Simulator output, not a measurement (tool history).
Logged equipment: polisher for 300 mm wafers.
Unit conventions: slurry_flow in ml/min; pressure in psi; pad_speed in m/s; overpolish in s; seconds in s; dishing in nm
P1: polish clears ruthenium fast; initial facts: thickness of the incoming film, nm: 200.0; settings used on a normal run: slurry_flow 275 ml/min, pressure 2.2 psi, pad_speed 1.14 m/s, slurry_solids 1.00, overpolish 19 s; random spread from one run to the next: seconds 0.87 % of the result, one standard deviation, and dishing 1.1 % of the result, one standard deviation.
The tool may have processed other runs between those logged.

| run | day | slurry_flow | pressure | pad_speed | slurry_solids | overpolish | wafers polished on this pad | hours since the slurry nozzle was cleaned | hours since the head pressure was calibrated | hours since the slurry blender was calibrated | seconds | dishing |
|---|---|---|---|---|---|---|---|---|---|---|---|---|
| 1 | 0.142 | 275 | 2.2 | 1.14 | 1.00 | 19 | 844 | 234.8 | 376.2 | 94.6 | 49.716 | 58.093 |
| 2 | 0.321 | 275 | 2.2 | 1.54 | 1.00 | 9 | 888 | 239.1 | 380.5 | 98.9 | 37.547 | 38.853 |
| 3 | 0.517 | 275 | 2.2 | 1.14 | 1.00 | 19 | 935 | 243.8 | 385.2 | 103.6 | 49.723 | 56.960 |
| 4 | 0.742 | 275 | 2.2 | 1.80 | 1.00 | 19 | 990 | 249.2 | 390.6 | 109.0 | 31.718 | 83.879 |
| 5 | 1.008 | 435 | 2.2 | 1.14 | 1.00 | 19 | 1055 | 255.6 | 397.0 | 115.4 | 48.278 | 59.574 |
| 6 | 1.146 | 275 | 2.8 | 1.14 | 1.00 | 19 | 1088 | 258.9 | 400.3 | 118.7 | 38.806 | 69.584 |
| 7 | 1.304 | 275 | 1.1 | 1.14 | 1.00 | 19 | 1127 | 262.7 | 404.1 | 122.5 | 99.881 | 30.772 |
| 8 | 1.438 | 275 | 2.2 | 1.14 | 1.00 | 19 | 1159 | 265.9 | 407.3 | 125.7 | 50.087 | 57.054 |
| 9 | 1.688 | 275 | 2.2 | 1.14 | 1.00 | 19 | 1220 | 271.9 | 413.3 | 131.7 | 50.132 | 57.329 |
| 10 | 1.808 | 275 | 2.2 | 1.14 | 1.00 | 35 | 1249 | 274.8 | 416.2 | 134.6 | 50.235 | 93.489 |
| 11 | 2.046 | 275 | 2.2 | 1.14 | 1.00 | 10 | 1307 | 280.5 | 421.9 | 140.3 | 50.188 | 31.666 |
| 12 | 2.292 | 275 | 2.2 | 1.14 | 1.00 | 19 | 1367 | 286.4 | 427.8 | 146.2 | 49.582 | 57.365 |
| 13 | 2.488 | 210 | 2.8 | 1.14 | 1.00 | 19 | 1414 | 291.1 | 432.5 | 150.9 | 40.316 | 69.867 |
| 14 | 2.725 | 185 | 2.2 | 1.14 | 1.00 | 19 | 1472 | 296.8 | 438.2 | 156.6 | 52.933 | 54.320 |
| 15 | 2.971 | 275 | 2.2 | 1.14 | 1.25 | 19 | 1532 | 302.7 | 444.1 | 162.5 | 46.102 | 62.290 |
| 16 | 3.183 | 275 | 2.2 | 1.14 | 1.00 | 19 | 1583 | 307.8 | 449.2 | 167.6 | 50.714 | 57.379 |
| 17 | 3.429 | 275 | 2.2 | 0.58 | 1.00 | 19 | 1643 | 313.7 | 455.1 | 173.5 | 97.600 | 31.634 |
| 18 | 3.708 | 275 | 2.2 | 1.14 | 0.55 | 19 | 1711 | 320.4 | 461.8 | 180.2 | 68.920 | 43.304 |
| 19 | 3.867 | 340 | 2.2 | 1.14 | 1.00 | 6 | 1749 | 324.2 | 465.6 | 184.0 | 48.033 | 20.301 |

Run 20 has not been measured yet. What should we expect?
| 20 | 3.988 | 275 | 2.2 | 1.14 | 1.00 | 19 | 1779 | 327.1 | 468.5 | 186.9 | ? | ? |

Run 20 came out at seconds 50.131 s, dishing 57.656 nm.

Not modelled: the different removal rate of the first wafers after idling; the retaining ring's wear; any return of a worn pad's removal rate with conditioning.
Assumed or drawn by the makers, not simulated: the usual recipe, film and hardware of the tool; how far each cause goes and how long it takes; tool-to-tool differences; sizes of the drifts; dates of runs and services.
